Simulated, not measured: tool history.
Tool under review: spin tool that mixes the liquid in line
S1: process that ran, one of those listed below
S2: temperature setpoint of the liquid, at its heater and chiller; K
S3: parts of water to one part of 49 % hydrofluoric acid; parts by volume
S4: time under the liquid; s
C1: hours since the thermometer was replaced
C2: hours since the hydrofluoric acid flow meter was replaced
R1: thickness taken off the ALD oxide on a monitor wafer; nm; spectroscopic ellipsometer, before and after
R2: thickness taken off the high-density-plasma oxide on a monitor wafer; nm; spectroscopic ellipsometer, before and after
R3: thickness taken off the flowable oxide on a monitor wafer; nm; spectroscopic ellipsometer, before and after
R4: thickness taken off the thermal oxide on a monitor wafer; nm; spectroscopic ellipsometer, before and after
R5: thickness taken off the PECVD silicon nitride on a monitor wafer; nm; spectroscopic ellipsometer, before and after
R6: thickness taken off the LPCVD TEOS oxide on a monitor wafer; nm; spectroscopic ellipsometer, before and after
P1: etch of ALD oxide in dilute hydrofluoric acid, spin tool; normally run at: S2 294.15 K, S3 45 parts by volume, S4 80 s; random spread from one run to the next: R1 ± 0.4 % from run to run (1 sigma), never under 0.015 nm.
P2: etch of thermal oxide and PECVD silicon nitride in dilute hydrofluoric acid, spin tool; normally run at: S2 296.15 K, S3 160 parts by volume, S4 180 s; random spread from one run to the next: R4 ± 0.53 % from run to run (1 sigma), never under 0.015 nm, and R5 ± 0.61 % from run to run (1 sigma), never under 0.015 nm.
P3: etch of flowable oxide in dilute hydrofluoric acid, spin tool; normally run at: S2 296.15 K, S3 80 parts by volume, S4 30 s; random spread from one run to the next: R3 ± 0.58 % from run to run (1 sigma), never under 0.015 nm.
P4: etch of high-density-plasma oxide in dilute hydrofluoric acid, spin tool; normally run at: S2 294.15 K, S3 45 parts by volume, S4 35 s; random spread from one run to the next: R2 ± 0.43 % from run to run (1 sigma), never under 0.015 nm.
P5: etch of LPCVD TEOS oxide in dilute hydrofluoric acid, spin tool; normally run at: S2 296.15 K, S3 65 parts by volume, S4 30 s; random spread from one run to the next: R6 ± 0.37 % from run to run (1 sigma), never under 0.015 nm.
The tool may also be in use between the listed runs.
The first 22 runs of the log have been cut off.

| run | hour | S1 | S2 | S3 | S4 | C1 | C2 | R1 | R2 | R3 | R4 | R5 | R6 |
|---|---|---|---|---|---|---|---|---|---|---|---|---|---|
| 23 | 75.5 | P4 | 294.15 | 45 | 15 | 1332.4 | 662.8 |  | 1.9786 |  |  |  |  |
|  | 79.3 | hydrofluoric acid flow meter replaced |
| 24 | 79.8 | P1 | 290.15 | 45 | 80 | 1336.7 | 0.6 | 26.056 |  |  |  |  |  |
| 25 | 83.8 | P5 | 300.65 | 65 | 30 | 1340.7 | 4.6 |  |  |  |  |  | 16.909 |
| 26 | 86.7 | P2 | 296.15 | 160 | 180 | 1343.6 | 7.5 |  |  |  | 4.5463 | 5.5112 |  |
| 27 | 90.5 | P3 | 296.15 | 80 | 30 | 1347.4 | 11.3 |  |  | 13.516 |  |  |  |
| 28 | 93.7 | P1 | 294.15 | 45 | 80 | 1350.6 | 14.5 | 31.331 |  |  |  |  |  |
| 29 | 95.5 | P2 | 296.15 | 85 | 180 | 1352.4 | 16.3 |  |  |  | 9.3509 | 10.455 |  |
| 30 | 98.4 | P2 | 291.65 | 160 | 180 | 1355.3 | 19.2 |  |  |  | 3.7756 | 4.073 |  |
| 31 | 100.2 | P1 | 294.15 | 45 | 80 | 1357.1 | 21 | 30.949 |  |  |  |  |  |
| 32 | 102.2 | P1 | 294.15 | 45 | 80 | 1359.1 | 23 | 30.202 |  |  |  |  |  |
| 33 | 105.8 | P1 | 294.15 | 45 | 80 | 1362.7 | 26.6 | 29.751 |  |  |  |  |  |
| 34 | 108.4 | P1 | 294.15 | 45 | 80 | 1365.3 | 29.2 | 29.472 |  |  |  |  |  |
| 35 | 110.5 | P1 | 294.15 | 45 | 80 | 1367.4 | 31.3 | 29.131 |  |  |  |  |  |
| 36 | 113.5 | P1 | 294.15 | 45 | 80 | 1370.4 | 34.3 | 29.047 |  |  |  |  |  |
| 37 | 116.5 | P1 | 294.15 | 45 | 80 | 1373.4 | 37.3 | 29.093 |  |  |  |  |  |

Forecast run 38:
| 38 | 118.5 | P1 | 294.15 | 45 | 80 | 1375.4 | 39.3 | ? |  |  |  |  |  |

R1: 28.933 nm
